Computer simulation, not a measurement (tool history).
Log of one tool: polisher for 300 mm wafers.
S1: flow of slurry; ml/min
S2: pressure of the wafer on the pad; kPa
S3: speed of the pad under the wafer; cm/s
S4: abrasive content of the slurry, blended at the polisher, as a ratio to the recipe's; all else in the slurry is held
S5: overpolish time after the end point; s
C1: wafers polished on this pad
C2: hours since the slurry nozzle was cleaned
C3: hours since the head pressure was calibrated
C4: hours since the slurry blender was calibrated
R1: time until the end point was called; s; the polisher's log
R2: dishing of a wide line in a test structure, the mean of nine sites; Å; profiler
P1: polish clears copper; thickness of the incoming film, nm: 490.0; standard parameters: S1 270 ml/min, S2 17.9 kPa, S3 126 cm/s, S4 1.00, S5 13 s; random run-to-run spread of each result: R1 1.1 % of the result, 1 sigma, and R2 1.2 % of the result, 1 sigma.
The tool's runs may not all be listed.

Run 1, hour 2.5: S1 270 ml/min, S2 17.9 kPa, S3 126 cm/s, S4 1.00, S5 13 s; C1 966; C2 153.1; C3 674.6; C4 181.3. Result: R1 133.240 s, R2 182.140 Å.
Run 2, hour 7.0: S1 270 ml/min, S2 17.9 kPa, S3 126 cm/s, S4 1.00, S5 13 s; C1 991; C2 157.6; C3 679.1; C4 185.8. Result: R1 135.920 s, R2 182.110 Å.
Run 3, hour 11.9: S1 270 ml/min, S2 9.7 kPa, S3 126 cm/s, S4 1.00, S5 13 s; C1 1019; C2 162.5; C3 684.0; C4 190.7. Result: R1 254.040 s, R2 135.400 Å.
Run 4, hour 15.0: S1 270 ml/min, S2 17.9 kPa, S3 126 cm/s, S4 0.70, S5 13 s; C1 1037; C2 165.6; C3 687.1; C4 193.8. Result: R1 148.870 s, R2 180.910 Å.
Run 5, hour 18.5: S1 270 ml/min, S2 28.3 kPa, S3 126 cm/s, S4 1.00, S5 13 s; C1 1057; C2 169.1; C3 690.6; C4 197.3. Result: R1 86.812 s, R2 208.190 Å.
Run 6, hour 21.9: S1 270 ml/min, S2 17.9 kPa, S3 126 cm/s, S4 1.00, S5 4 s; C1 1076; C2 172.5; C3 694.0; C4 200.7. Result: R1 134.770 s, R2 89.878 Å.
Run 7, hour 26.0: S1 270 ml/min, S2 17.9 kPa, S3 126 cm/s, S4 1.00, S5 13 s; C1 1100; C2 176.6; C3 698.1; C4 204.8. Result: R1 138.120 s, R2 182.370 Å.
Run 8, hour 29.9: S1 270 ml/min, S2 17.9 kPa, S3 126 cm/s, S4 1.35, S5 13 s; C1 1122; C2 180.5; C3 702.0; C4 208.7. Result: R1 129.120 s, R2 186.840 Å.
Run 9, hour 33.7: S1 270 ml/min, S2 17.9 kPa, S3 126 cm/s, S4 1.00, S5 25 s; C1 1144; C2 184.3; C3 705.8; C4 212.5. Result: R1 137.850 s, R2 217.100 Å.
At hour 34.3: slurry nozzle cleaned.
At hour 34.6: head pressure recalibrated.
Run 10, hour 37.3: S1 355 ml/min, S2 17.9 kPa, S3 126 cm/s, S4 1.30, S5 13 s; C1 1164; C2 3.0; C3 2.7; C4 216.1. Result: R1 123.900 s, R2 188.940 Å.
Run 11, hour 41.1: S1 200 ml/min, S2 17.9 kPa, S3 174 cm/s, S4 1.00, S5 13 s; C1 1186; C2 6.8; C3 6.5; C4 219.9. Result: R1 103.010 s, R2 197.520 Å.
Run 12, hour 43.9: S1 270 ml/min, S2 17.9 kPa, S3 182 cm/s, S4 1.00, S5 13 s; C1 1202; C2 9.6; C3 9.3; C4 222.7. Result: R1 96.348 s, R2 207.850 Å.
Run 13, hour 49.0: S1 270 ml/min, S2 17.9 kPa, S3 126 cm/s, S4 1.00, S5 13 s; C1 1231; C2 14.7; C3 14.4; C4 227.8. Result: R1 133.950 s, R2 188.020 Å.
Run 14, hour 52.3: S1 270 ml/min, S2 17.9 kPa, S3 126 cm/s, S4 1.00, S5 13 s; C1 1250; C2 18.0; C3 17.7; C4 231.1. Result: R1 140.150 s, R2 185.470 Å.
Run 15, hour 57.5: S1 340 ml/min, S2 17.9 kPa, S3 126 cm/s, S4 1.00, S5 13 s; C1 1279; C2 23.2; C3 22.9; C4 236.3. Result: R1 133.000 s, R2 186.460 Å.

Run 16, settings as shown, results not yet in. Your forecast:
Run 16, hour 60.7: S1 270 ml/min, S2 17.9 kPa, S3 60 cm/s, S4 1.00, S5 13 s; C1 1297; C2 26.4; C3 26.1; C4 239.5. Result: R1 ?, R2 ?.

{"run 16": {"R1": 290.7, "R2": 123.97}}

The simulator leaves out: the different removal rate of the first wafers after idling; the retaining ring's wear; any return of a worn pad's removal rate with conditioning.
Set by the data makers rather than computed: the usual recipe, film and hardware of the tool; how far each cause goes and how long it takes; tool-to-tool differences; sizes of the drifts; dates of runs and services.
